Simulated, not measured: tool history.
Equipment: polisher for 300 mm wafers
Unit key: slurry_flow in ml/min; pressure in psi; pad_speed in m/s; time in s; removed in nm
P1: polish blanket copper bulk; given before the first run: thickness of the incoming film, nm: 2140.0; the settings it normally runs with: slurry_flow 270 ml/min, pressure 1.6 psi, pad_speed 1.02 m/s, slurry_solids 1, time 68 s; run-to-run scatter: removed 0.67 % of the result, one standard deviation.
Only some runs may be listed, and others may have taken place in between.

{"run": 1, "hour": 10.3, "slurry_flow": 270, "pressure": 1.6, "pad_speed": 1.02, "slurry_solids": 1, "time": 68, "removed": 285.92}
{"run": 2, "hour": 24.7, "slurry_flow": 270, "pressure": 1.6, "pad_speed": 1.02, "slurry_solids": 1, "time": 31, "removed": 130.88}
{"run": 3, "hour": 32.6, "slurry_flow": 270, "pressure": 1.6, "pad_speed": 1.3, "slurry_solids": 1, "time": 68, "removed": 364.25}
{"run": 4, "hour": 44.3, "slurry_flow": 270, "pressure": 2.4, "pad_speed": 1.02, "slurry_solids": 1, "time": 68, "removed": 432.17}
{"run": 5, "hour": 53.2, "slurry_flow": 270, "pressure": 1.6, "pad_speed": 1.02, "slurry_solids": 0.75, "time": 68, "removed": 269.6}
{"run": 6, "hour": 66.9, "slurry_flow": 270, "pressure": 1.6, "pad_speed": 0.68, "slurry_solids": 1, "time": 68, "removed": 191.01}
{"run": 7, "hour": 75.8, "slurry_flow": 270, "pressure": 1.6, "pad_speed": 1.02, "slurry_solids": 1, "time": 68, "removed": 284.99}
{"run": 8, "hour": 91.3, "slurry_flow": 160, "pressure": 1.6, "pad_speed": 1.02, "slurry_solids": 1, "time": 87, "removed": 343.15}
{"run": 9, "hour": 107.0, "slurry_flow": 270, "pressure": 0.7, "pad_speed": 1.02, "slurry_solids": 1, "time": 68, "removed": 125.61}
{"run": 10, "hour": 120.0, "slurry_flow": 415, "pressure": 1.6, "pad_speed": 1.02, "slurry_solids": 1, "time": 68, "removed": 300}
{"run": 11, "hour": 131.5, "slurry_flow": 270, "pressure": 1.6, "pad_speed": 1.02, "slurry_solids": 1, "time": 68, "removed": 287.25}
{"run": 12, "hour": 141.4, "slurry_flow": 270, "pressure": 1, "pad_speed": 1.02, "slurry_solids": 1, "time": 47, "removed": 123.85}
{"run": 13, "hour": 155.7, "slurry_flow": 270, "pressure": 1.6, "pad_speed": 1.02, "slurry_solids": 1, "time": 68, "removed": 284.86}
{"run": 14, "hour": 166.1, "slurry_flow": 270, "pressure": 1.6, "pad_speed": 1.02, "slurry_solids": 1, "time": 94, "removed": 389.79}
{"run": 15, "hour": 173.4, "slurry_flow": 270, "pressure": 1.6, "pad_speed": 1.02, "slurry_solids": 1.3, "time": 68, "removed": 301.3}
{"run": 16, "hour": 184.5, "slurry_flow": 160, "pressure": 1.6, "pad_speed": 1.02, "slurry_solids": 1, "time": 68, "removed": 268.3}
{"run": 17, "hour": 196.3, "slurry_flow": 270, "pressure": 1.6, "pad_speed": 1.02, "slurry_solids": 1, "time": 68, "removed": 283.21}
{"run": 18, "hour": 208.6, "slurry_flow": 270, "pressure": 1.6, "pad_speed": 1.02, "slurry_solids": 1, "time": 68, "removed": 279.36}
{"run": 19, "hour": 224.5, "slurry_flow": 270, "pressure": 1.6, "pad_speed": 1.02, "slurry_solids": 1, "time": 68, "removed": 279.29}
{"run": 20, "hour": 236.7, "slurry_flow": 270, "pressure": 1.6, "pad_speed": 1.02, "slurry_solids": 1, "time": 68, "removed": 277.05}

Expected results for the next run?
{"hour": 242.7, "done": "head pressure recalibrated"}
{"run": 21, "hour": 245.7, "slurry_flow": 270, "pressure": 1.6, "pad_speed": 1.02, "slurry_solids": 1, "time": 68, "removed": "?"}

{"run 21": {"removed": 275.63}}

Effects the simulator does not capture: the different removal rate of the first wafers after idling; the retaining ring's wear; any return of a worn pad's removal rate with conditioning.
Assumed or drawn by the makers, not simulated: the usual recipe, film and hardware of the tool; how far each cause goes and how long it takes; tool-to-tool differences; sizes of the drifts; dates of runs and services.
